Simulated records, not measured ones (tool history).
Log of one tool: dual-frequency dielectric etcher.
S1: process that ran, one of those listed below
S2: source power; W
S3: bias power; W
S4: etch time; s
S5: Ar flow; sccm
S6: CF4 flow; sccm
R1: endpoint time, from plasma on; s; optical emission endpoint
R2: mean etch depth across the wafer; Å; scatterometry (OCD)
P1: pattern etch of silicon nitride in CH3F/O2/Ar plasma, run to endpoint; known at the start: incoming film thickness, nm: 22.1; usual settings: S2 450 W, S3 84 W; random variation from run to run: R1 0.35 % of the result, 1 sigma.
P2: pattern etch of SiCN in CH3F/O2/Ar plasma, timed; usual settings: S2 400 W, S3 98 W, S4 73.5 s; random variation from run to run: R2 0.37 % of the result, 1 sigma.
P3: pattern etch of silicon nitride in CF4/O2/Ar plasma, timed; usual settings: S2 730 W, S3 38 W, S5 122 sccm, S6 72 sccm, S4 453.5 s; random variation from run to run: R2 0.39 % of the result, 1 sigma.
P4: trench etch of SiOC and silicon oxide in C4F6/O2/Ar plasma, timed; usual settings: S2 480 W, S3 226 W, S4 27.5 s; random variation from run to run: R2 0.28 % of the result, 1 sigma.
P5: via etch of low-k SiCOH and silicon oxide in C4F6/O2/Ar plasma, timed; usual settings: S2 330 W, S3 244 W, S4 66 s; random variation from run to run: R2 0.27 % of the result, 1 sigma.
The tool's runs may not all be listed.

run   hour  S1   S2   S3     S4   S5  S6      R1      R2
  1    8.8  P1  450   84                  28.553
  2   23.5  P4  480  226   39.5                   896.19
  3   36.5  P3  730   38  453.5  122  90           10286
  4   52.8  P3  730   38  453.5  122  72          9951.4
  5   60.1  P4  330  226   27.5                   539.41
  6   73.1  P3  730   38  453.5  122  72          9980.4
  7   85.9  P3  730   38  249.5  122  72          5487.6
  8   95.4  P1  450   62                  31.932
  9  110.6  P1  450  101                  26.733
 10    118  P1  610   84                  25.535
 11  133.2  P4  480  149   27.5                   547.76
 12  147.5  P2  400   98   73.5                   310.14
 13  159.5  P1  450   84                  28.684
 14  173.4  P2  400   98   73.5                   309.56
 15  182.1  P1  360   84                  31.056
 16  192.1  P3  730   25  453.5  122  72          8681.5
 17  200.5  P5  330  244     66                   1927.5
 18  210.3  P2  400  136   73.5                   353.26
 19    223  P1  590   68                  27.856
 20  238.3  P3  730   38  453.5   81  72           10622
 21  254.7  P5  330  244     48                   1400.8
 22  270.8  P1  450   84                  28.594
 23  282.1  P2  400   98   46.5                   196.95
 24    290  P4  480  226   27.5                   623.57
 25  303.8  P2  530   98   73.5                    343.4
 26  314.6  P3  880   38  453.5  122  72           11669
 27  328.2  P1  450   84                  28.419
 28  339.4  P1  350   55                  36.625
 29  354.9  P5  330  345     66                   2182.4
 30  364.8  P5  460  244     66                   2202.1
 31  375.2  P1  450   84                  28.702
 32  387.8  P1  450   84                  28.629
 33  401.8  P1  450   84                  29.049
 34  412.3  P1  450   84                  29.017
 35    427  P1  450   84                  28.828
 36  439.1  P1  450   84                  28.964
 37  454.5  P1  450   84                  29.122
     462.2  -- wet clean of the chamber
 38  468.4  P1  450   84                  28.951
 39  480.3  P1  450   84                  29.006
 40  495.5  P1  450   84                  29.163
 41  509.4  P1  450   84                  29.193

What P1 gives has crept away from where it was. These 2 causes fit the log equally well, each at the size given:
A: source power that arrives under what is set, % = 4.58
B: bias power that arrives under what is set, % = 4.93
The creep began at about hour 375.2.
Why every other cause is out:
chamber walls in a state that lowers the etch rate, %: serviced at hour 462.2, which brought nothing back

4 check runs are offered, each on 2 wafers whose results are averaged, their results left as question marks. Which one tells the causes apart?
check 1  523.3  P4  480  226   33.5               ?
check 2  523.3  P5  400  335     66               ?
check 3  523.3  P2  500  118   73.5               ?
check 4  523.3  P3  730   38  312.5  87  72       ?

What each check would give under each cause:
  check  result    if A    if B
check 1      R2  745.89  747.07
check 2      R2  2271.9  2271.3
check 3      R2  354.83  354.09
check 4      R2  6955.1  7121.4
How far apart the two closest causes lie, in the result that separates them most: check 1 0.16 %; check 2 0.03 %; check 3 0.21 %; check 4 2.36 %
Check 4 tells the causes apart: in the others they would give nearly the same result.

Then check 4 was run and gave: R2 6950.3 Å. Which cause is it?

It is A: source power that arrives under what is set, %.

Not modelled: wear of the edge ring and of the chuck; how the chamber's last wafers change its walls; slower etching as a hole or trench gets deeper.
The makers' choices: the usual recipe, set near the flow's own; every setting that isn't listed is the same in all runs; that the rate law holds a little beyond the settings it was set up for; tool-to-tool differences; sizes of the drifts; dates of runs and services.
